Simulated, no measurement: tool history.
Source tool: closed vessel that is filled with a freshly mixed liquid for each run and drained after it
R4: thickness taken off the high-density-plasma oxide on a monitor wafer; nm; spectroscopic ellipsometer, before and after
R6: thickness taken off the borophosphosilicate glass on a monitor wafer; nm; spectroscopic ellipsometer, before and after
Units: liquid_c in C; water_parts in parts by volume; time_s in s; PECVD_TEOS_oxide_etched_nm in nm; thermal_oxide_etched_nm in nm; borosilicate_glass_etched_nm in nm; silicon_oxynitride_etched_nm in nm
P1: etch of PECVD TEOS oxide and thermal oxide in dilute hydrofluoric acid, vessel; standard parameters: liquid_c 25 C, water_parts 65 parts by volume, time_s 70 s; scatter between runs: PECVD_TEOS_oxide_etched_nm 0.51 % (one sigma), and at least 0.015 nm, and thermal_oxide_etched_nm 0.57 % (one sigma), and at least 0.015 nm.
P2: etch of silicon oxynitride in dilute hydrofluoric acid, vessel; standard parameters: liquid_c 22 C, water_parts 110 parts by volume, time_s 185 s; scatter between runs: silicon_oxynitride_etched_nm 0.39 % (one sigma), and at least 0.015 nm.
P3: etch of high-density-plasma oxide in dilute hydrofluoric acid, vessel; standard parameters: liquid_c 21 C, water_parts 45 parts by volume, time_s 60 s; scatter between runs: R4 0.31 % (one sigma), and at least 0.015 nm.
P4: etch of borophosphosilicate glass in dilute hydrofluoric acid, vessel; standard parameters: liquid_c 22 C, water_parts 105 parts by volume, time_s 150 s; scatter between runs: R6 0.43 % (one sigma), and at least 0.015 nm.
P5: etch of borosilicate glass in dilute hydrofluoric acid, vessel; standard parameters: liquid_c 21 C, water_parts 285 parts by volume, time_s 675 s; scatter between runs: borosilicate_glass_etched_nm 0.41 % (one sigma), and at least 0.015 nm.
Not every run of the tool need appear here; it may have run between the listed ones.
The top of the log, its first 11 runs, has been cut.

{"run": 12, "hour": 95.7, "process": "P2", "liquid_c": 22, "water_parts": 110, "time_s": 185, "silicon_oxynitride_etched_nm": 7.2562}
{"hour": 99.6, "done": "hydrofluoric acid flow meter replaced"}
{"run": 13, "hour": 105.0, "process": "P1", "liquid_c": 25, "water_parts": 65, "time_s": 105, "PECVD_TEOS_oxide_etched_nm": 34.434, "thermal_oxide_etched_nm": 8.1953}
{"run": 14, "hour": 112.4, "process": "P2", "liquid_c": 22, "water_parts": 110, "time_s": 60, "silicon_oxynitride_etched_nm": 2.3551}
{"run": 15, "hour": 118.4, "process": "P3", "liquid_c": 21, "water_parts": 45, "time_s": 60, "R4": 8.5942}
{"run": 16, "hour": 126.9, "process": "P1", "liquid_c": 25, "water_parts": 65, "time_s": 70, "PECVD_TEOS_oxide_etched_nm": 23.024, "thermal_oxide_etched_nm": 5.5251}
{"run": 17, "hour": 136.7, "process": "P1", "liquid_c": 25, "water_parts": 30, "time_s": 40, "PECVD_TEOS_oxide_etched_nm": 29.93, "thermal_oxide_etched_nm": 7.1356}
{"run": 18, "hour": 142.0, "process": "P5", "liquid_c": 21, "water_parts": 520, "time_s": 675, "borosilicate_glass_etched_nm": 25.422}
{"run": 19, "hour": 152.4, "process": "P1", "liquid_c": 25, "water_parts": 25, "time_s": 70, "PECVD_TEOS_oxide_etched_nm": 63.57, "thermal_oxide_etched_nm": 15.093}
{"run": 20, "hour": 161.2, "process": "P4", "liquid_c": 22, "water_parts": 105, "time_s": 85, "R6": 19.503}
{"run": 21, "hour": 167.6, "process": "P3", "liquid_c": 21, "water_parts": 65, "time_s": 60, "R4": 5.8205}
{"run": 22, "hour": 178.3, "process": "P3", "liquid_c": 26, "water_parts": 45, "time_s": 60, "R4": 10.599}
{"run": 23, "hour": 189.1, "process": "P1", "liquid_c": 28.5, "water_parts": 65, "time_s": 30, "PECVD_TEOS_oxide_etched_nm": 11.323, "thermal_oxide_etched_nm": 2.6913}
{"run": 24, "hour": 199.5, "process": "P2", "liquid_c": 22, "water_parts": 195, "time_s": 185, "silicon_oxynitride_etched_nm": 3.8232}
{"run": 25, "hour": 207.2, "process": "P1", "liquid_c": 17.5, "water_parts": 65, "time_s": 70, "PECVD_TEOS_oxide_etched_nm": 16.744, "thermal_oxide_etched_nm": 4.056}
{"run": 26, "hour": 213.5, "process": "P2", "liquid_c": 22, "water_parts": 110, "time_s": 185, "silicon_oxynitride_etched_nm": 7.2973}
{"run": 27, "hour": 222.5, "process": "P5", "liquid_c": 21, "water_parts": 285, "time_s": 675, "borosilicate_glass_etched_nm": 57.096}
{"run": 28, "hour": 232.9, "process": "P4", "liquid_c": 22, "water_parts": 105, "time_s": 150, "R6": 34.758}
{"run": 29, "hour": 238.6, "process": "P5", "liquid_c": 17, "water_parts": 285, "time_s": 675, "borosilicate_glass_etched_nm": 49.159}

The next listed run, before its measurement:
{"run": 30, "hour": 245.4, "process": "P4", "liquid_c": 22, "water_parts": 30, "time_s": 150, "R6": "?"}

{"run 30": {"R6": 133.64}}

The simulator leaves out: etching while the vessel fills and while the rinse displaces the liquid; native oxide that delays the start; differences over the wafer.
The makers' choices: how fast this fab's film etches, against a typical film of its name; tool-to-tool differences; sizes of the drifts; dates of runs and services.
